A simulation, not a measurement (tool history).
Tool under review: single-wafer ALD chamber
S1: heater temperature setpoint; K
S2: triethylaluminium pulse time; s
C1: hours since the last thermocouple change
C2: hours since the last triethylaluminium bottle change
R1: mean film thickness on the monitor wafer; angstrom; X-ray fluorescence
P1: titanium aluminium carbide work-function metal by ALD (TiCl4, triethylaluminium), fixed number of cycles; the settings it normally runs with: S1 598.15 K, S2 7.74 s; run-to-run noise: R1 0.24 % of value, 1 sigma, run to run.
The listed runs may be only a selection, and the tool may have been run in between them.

{"run": 1, "hour": 6.6, "S1": 598.15, "S2": 7.74, "C1": 1140.7, "C2": 641.4, "R1": 21.117}
{"run": 2, "hour": 13.5, "S1": 598.15, "S2": 3.22, "C1": 1147.6, "C2": 648.3, "R1": 15.226}
{"run": 3, "hour": 18.8, "S1": 575.15, "S2": 7.74, "C1": 1152.9, "C2": 653.6, "R1": 19.256}
{"run": 4, "hour": 24.2, "S1": 598.15, "S2": 10.05, "C1": 1158.3, "C2": 659.0, "R1": 21.987}
{"run": 5, "hour": 29.1, "S1": 598.15, "S2": 7.74, "C1": 1163.2, "C2": 663.9, "R1": 21.114}
{"run": 6, "hour": 37.5, "S1": 598.15, "S2": 7.74, "C1": 1171.6, "C2": 672.3, "R1": 21.115}
{"run": 7, "hour": 43.5, "S1": 620.15, "S2": 7.74, "C1": 1177.6, "C2": 678.3, "R1": 23.077}
{"run": 8, "hour": 53.0, "S1": 598.15, "S2": 7.74, "C1": 1187.1, "C2": 687.8, "R1": 21.163}
{"run": 9, "hour": 59.3, "S1": 598.15, "S2": 7.74, "C1": 1193.4, "C2": 694.1, "R1": 21.116}
{"hour": 66.7, "done": "thermocouple changed; heater temperature recalibrated"}
{"run": 10, "hour": 67.0, "S1": 621.15, "S2": 10.49, "C1": 0.4, "C2": 701.8, "R1": 24.112}

The next listed run, before its measurement:
{"run": 11, "hour": 74.8, "S1": 598.15, "S2": 7.74, "C1": 8.2, "C2": 709.6, "R1": "?"}

Run 11 gave R1 21.148 angstrom.

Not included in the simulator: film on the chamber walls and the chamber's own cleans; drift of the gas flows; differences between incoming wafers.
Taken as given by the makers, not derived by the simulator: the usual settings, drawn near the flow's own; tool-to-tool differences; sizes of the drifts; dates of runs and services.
